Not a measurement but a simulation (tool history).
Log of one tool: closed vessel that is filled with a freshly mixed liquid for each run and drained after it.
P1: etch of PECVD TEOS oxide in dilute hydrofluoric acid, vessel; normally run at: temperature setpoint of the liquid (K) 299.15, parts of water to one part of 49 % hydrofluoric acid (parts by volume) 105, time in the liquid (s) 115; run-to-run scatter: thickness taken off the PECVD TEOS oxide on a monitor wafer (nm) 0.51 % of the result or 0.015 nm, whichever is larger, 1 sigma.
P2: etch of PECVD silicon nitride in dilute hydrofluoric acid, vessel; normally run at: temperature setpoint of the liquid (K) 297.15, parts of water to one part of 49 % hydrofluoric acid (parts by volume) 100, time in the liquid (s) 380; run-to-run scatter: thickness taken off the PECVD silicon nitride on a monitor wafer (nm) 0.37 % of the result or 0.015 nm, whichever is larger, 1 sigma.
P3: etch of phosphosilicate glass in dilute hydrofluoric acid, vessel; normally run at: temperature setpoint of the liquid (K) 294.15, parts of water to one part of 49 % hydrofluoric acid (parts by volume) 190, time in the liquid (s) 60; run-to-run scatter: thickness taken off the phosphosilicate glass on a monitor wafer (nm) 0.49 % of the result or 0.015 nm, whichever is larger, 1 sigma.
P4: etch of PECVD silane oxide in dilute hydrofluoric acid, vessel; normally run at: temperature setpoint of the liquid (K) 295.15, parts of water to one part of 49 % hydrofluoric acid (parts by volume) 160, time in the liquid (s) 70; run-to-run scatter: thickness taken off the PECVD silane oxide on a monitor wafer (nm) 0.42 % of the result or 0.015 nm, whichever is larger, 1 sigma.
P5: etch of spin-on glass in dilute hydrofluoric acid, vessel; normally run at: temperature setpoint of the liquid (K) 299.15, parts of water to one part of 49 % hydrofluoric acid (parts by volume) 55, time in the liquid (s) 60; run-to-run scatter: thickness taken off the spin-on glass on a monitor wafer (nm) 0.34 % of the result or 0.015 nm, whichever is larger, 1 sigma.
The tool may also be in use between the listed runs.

| run | day | process that ran | temperature setpoint of the liquid (K) | parts of water to one part of 49 % hydrofluoric acid (parts by volume) | time in the liquid (s) | hours since the thermometer was replaced | hours since the hydrofluoric acid flow meter was replaced | thickness taken off the PECVD TEOS oxide on a monitor wafer (nm) | thickness taken off the PECVD silane oxide on a monitor wafer (nm) | thickness taken off the PECVD silicon nitride on a monitor wafer (nm) | thickness taken off the spin-on glass on a monitor wafer (nm) | thickness taken off the phosphosilicate glass on a monitor wafer (nm) |
|---|---|---|---|---|---|---|---|---|---|---|---|---|
| 1 | 0.700 | P1 | 299.15 | 105 | 115 | 880.8 | 598.5 | 15.0520 |  |  |  |  |
| 2 | 1.375 | P4 | 291.15 | 160 | 70 | 897.0 | 614.7 |  | 8.9713 |  |  |  |
| 3 | 2.125 | P2 | 297.15 | 100 | 380 | 915.0 | 632.7 |  |  | 15.179 |  |  |
| 4 | 2.750 | P1 | 307.15 | 105 | 115 | 930.0 | 647.7 | 20.2100 |  |  |  |  |
| 5 | 3.246 | P5 | 299.15 | 25 | 60 | 941.9 | 659.6 |  |  |  | 122.930 |  |
| 6 | 3.975 | P1 | 299.15 | 105 | 115 | 959.4 | 677.1 | 14.9120 |  |  |  |  |
| 7 | 4.367 | P1 | 306.65 | 175 | 115 | 968.8 | 686.5 | 10.7090 |  |  |  |  |
| 8 | 4.946 | P1 | 299.15 | 105 | 115 | 982.7 | 700.4 | 14.7830 |  |  |  |  |
| 9 | 5.467 | P2 | 297.15 | 60 | 380 | 995.2 | 712.9 |  |  | 25.194 |  |  |
| 10 | 6.121 | P1 | 299.15 | 105 | 180 | 1010.9 | 728.6 | 23.4730 |  |  |  |  |
| 11 | 6.792 | P5 | 299.15 | 55 | 30 | 1027.0 | 744.7 |  |  |  | 26.940 |  |
| 12 | 7.238 | P4 | 295.15 | 160 | 70 | 1037.7 | 755.4 |  | 10.4940 |  |  |  |
| 13 | 7.675 | P1 | 292.65 | 150 | 115 | 1048.2 | 765.9 | 7.7030 |  |  |  |  |
| 14 | 8.138 | P5 | 293.15 | 55 | 60 | 1059.3 | 777.0 |  |  |  | 41.683 |  |
| 15 | 8.842 | P1 | 299.15 | 40 | 115 | 1076.2 | 793.9 | 43.0220 |  |  |  |  |
| 16 | 9.283 | P2 | 304.65 | 100 | 380 | 1086.8 | 804.5 |  |  | 24.583 |  |  |
| 17 | 9.854 | P3 | 290.15 | 190 | 60 | 1100.5 | 818.2 |  |  |  |  | 13.1150 |
| 18 | 10.425 | P4 | 295.15 | 80 | 70 | 1114.2 | 831.9 |  | 23.0940 |  |  |  |
| 19 | 11.062 | P2 | 297.15 | 100 | 590 | 1129.5 | 847.2 |  |  | 23.815 |  |  |
| 20 | 11.733 | P1 | 299.15 | 105 | 65 | 1145.6 | 863.3 | 8.4156 |  |  |  |  |
| 21 | 12.104 | P2 | 297.15 | 100 | 380 | 1154.5 | 872.2 |  |  | 15.178 |  |  |
| 22 | 12.488 | P4 | 295.15 | 160 | 105 | 1163.7 | 881.4 |  | 15.8980 |  |  |  |
| 23 | 12.996 | P3 | 294.15 | 190 | 60 | 1175.9 | 893.6 |  |  |  |  | 15.1570 |
| 24 | 13.683 | P3 | 294.15 | 190 | 60 | 1192.4 | 910.1 |  |  |  |  | 15.1700 |
| 25 | 14.067 | P5 | 299.15 | 55 | 60 | 1201.6 | 919.3 |  |  |  | 53.377 |  |
| 26 | 14.746 | P1 | 299.15 | 145 | 115 | 1217.9 | 935.6 | 10.2900 |  |  |  |  |
| 27 | 15.346 | P3 | 294.15 | 190 | 30 | 1232.3 | 950.0 |  |  |  |  | 7.5267 |
| 28 | 16.092 | P5 | 299.15 | 55 | 60 | 1250.2 | 967.9 |  |  |  | 53.681 |  |
| 29 | 16.658 | P1 | 299.15 | 105 | 115 | 1263.8 | 981.5 | 14.8940 |  |  |  |  |
| 30 | 17.183 | P3 | 294.15 | 70 | 60 | 1276.4 | 994.1 |  |  |  |  | 47.1290 |
| 31 | 17.517 | P1 | 295.15 | 105 | 115 | 1284.4 | 1002.1 | 12.9010 |  |  |  |  |
| 32 | 18.233 | P1 | 299.15 | 30 | 210 | 1301.6 | 1019.3 | 105.1400 |  |  |  |  |
| 33 | 18.742 | P1 | 299.15 | 105 | 115 | 1313.8 | 1031.5 | 15.0210 |  |  |  |  |
| 34 | 19.242 | P1 | 299.15 | 105 | 115 | 1325.8 | 1043.5 | 14.4760 |  |  |  |  |
| 35 | 19.608 | P1 | 299.15 | 105 | 115 | 1334.6 | 1052.3 | 14.2510 |  |  |  |  |
| 36 | 20.225 | P1 | 299.15 | 105 | 115 | 1349.4 | 1067.1 | 13.9890 |  |  |  |  |
| 37 | 20.646 | P1 | 299.15 | 105 | 115 | 1359.5 | 1077.2 | 13.8140 |  |  |  |  |
| 38 | 21.183 | P1 | 299.15 | 105 | 115 | 1372.4 | 1090.1 | 13.7970 |  |  |  |  |
| 39 | 21.729 | P1 | 299.15 | 105 | 115 | 1385.5 | 1103.2 | 13.7010 |  |  |  |  |
| 40 | 22.212 | P1 | 299.15 | 105 | 115 | 1397.1 | 1114.8 | 13.7690 |  |  |  |  |
| 41 | 22.662 | P1 | 299.15 | 105 | 115 | 1407.9 | 1125.6 | 13.7480 |  |  |  |  |
| 42 | 23.212 | P1 | 299.15 | 105 | 115 | 1421.1 | 1138.8 | 13.6850 |  |  |  |  |

What P1 gives has crept away from where it was. These 2 causes fit the log equally well, each at the size given:
A: hydrofluoric acid flow below the setpoint (%) = 7.59
B: liquid colder than its thermometer reads (K) = 2.3
The creep began at about day 18.742.

4 check runs are offered, one wafer each, their results left as question marks. Which one tells the causes apart?
| check 1 | 23.762 | P2 | 297.15 | 100 | 380 |  |  |  |  | ? |  |  |
| check 2 | 23.762 | P5 | 299.15 | 55 | 60 |  |  |  |  |  | ? |  |
| check 3 | 23.762 | P3 | 294.15 | 190 | 60 |  |  |  |  |  |  | ? |
| check 4 | 23.762 | P4 | 295.15 | 160 | 70 |  |  |  | ? |  |  |  |

What each check would give under each cause:
| check | result | if A | if B |
|---|---|---|---|
| check 1 | thickness taken off the PECVD silicon nitride on a monitor wafer (nm) | 14.102 | 13.082 |
| check 2 | thickness taken off the spin-on glass on a monitor wafer (nm) | 49.208 | 48.795 |
| check 3 | thickness taken off the phosphosilicate glass on a monitor wafer (nm) | 13.8070 | 13.8790 |
| check 4 | thickness taken off the PECVD silane oxide on a monitor wafer (nm) | 9.5962 | 9.6229 |
How far apart the two closest causes lie, in the result that separates them most: check 1 7.51 %; check 2 0.84 %; check 3 0.52 %; check 4 0.28 %
Check 1 tells the causes apart: in the others they would give nearly the same result.

Then check 1 was run and gave: thickness taken off the PECVD silicon nitride on a monitor wafer (nm) 14.087. Which cause is it?

It is A: hydrofluoric acid flow below the setpoint (%).
